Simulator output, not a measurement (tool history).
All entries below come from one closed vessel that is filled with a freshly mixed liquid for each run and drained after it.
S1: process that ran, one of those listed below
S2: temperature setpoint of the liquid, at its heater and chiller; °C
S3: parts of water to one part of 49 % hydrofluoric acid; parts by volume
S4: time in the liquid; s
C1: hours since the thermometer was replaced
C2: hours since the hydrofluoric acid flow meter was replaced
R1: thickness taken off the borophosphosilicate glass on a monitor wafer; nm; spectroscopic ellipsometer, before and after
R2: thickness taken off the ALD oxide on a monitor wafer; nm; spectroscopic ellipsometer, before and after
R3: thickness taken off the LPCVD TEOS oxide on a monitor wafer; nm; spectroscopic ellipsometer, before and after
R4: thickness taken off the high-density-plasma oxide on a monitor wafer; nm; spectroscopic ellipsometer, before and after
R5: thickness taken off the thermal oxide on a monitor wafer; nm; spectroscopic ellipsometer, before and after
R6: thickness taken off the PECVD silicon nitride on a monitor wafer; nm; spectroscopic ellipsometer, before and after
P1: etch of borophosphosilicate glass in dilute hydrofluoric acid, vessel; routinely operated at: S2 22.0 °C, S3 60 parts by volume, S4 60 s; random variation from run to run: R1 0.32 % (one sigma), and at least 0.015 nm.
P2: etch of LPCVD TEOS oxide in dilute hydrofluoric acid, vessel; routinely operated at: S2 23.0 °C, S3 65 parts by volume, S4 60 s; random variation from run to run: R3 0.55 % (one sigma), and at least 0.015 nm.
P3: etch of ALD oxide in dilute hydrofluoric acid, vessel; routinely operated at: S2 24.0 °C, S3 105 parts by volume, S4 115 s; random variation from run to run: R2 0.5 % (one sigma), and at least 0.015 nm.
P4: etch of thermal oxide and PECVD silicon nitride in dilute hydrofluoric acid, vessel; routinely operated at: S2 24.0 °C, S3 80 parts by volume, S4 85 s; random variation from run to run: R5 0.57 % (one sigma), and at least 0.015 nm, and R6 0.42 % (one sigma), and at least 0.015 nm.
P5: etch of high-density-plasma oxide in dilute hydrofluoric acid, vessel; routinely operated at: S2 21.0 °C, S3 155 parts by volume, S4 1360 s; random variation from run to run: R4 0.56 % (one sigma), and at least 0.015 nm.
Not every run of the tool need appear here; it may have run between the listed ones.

run,day,S1,S2,S3,S4,C1,C2,R1,R2,R3,R4,R5,R6
1,0.154,P1,22.0,60,60,1295.4,1334.5,80.987,,,,,
2,0.446,P3,24.0,105,180,1302.4,1341.5,,29.828,,,,
3,0.588,P1,22.0,60,30,1305.8,1344.9,40.505,,,,,
4,0.888,P2,23.0,25,60,1313.0,1352.1,,,110.010,,,
5,1.196,P1,30.0,40,60,1320.4,1359.5,172.100,,,,,
6,1.367,P1,22.0,60,60,1324.5,1363.6,80.468,,,,,
7,1.633,P1,17.0,20,60,1330.9,1370.0,204.800,,,,,
8,1.929,P1,17.0,60,60,1338.0,1377.1,65.492,,,,,
9,2.225,P3,19.0,105,115,1345.1,1384.2,,15.700,,,,
10,2.408,P1,22.0,60,60,1349.5,1388.6,81.311,,,,,
11,2.712,P1,22.0,60,60,1356.8,1395.9,80.825,,,,,
12,2.996,P5,21.0,280,1360,1363.6,1402.7,,,,18.577,,
13,3.192,P4,32.0,80,85,1368.3,1407.4,,,,,6.9214,10.1350
14,3.329,P2,23.0,65,30,1371.6,1410.7,,,19.988,,,
15,3.596,P5,26.5,155,1360,1378.0,1417.1,,,,47.300,,
16,3.862,P3,24.0,175,115,1384.4,1423.5,,10.718,,,,
17,4.179,P5,21.0,155,2365,1392.0,1431.1,,,,66.046,,
18,4.454,P3,24.0,105,115,1398.6,1437.7,,19.253,,,,
19,4.700,P4,24.0,80,85,1404.5,1443.6,,,,,5.0303,6.0465
20,4.858,P4,24.0,140,85,1408.3,1447.4,,,,,2.6563,3.5084
21,5.171,P1,22.0,60,60,1415.8,1454.9,80.589,,,,,
22,5.400,P4,24.0,80,30,1421.3,1460.4,,,,,1.7676,2.1541
23,5.608,P1,22.0,60,95,1426.3,1465.4,128.000,,,,,
24,5.892,P1,22.0,30,60,1433.1,1472.2,168.240,,,,,
25,6.096,P1,28.5,100,60,1438.0,1477.1,59.287,,,,,
26,6.288,P2,23.0,65,60,1442.6,1481.7,,,40.018,,,

The next listed run, before its measurement:
27,6.500,P5,21.0,155,1360,1447.7,1486.8,,,,?,,

Run 27 produced R4 38.069 nm.

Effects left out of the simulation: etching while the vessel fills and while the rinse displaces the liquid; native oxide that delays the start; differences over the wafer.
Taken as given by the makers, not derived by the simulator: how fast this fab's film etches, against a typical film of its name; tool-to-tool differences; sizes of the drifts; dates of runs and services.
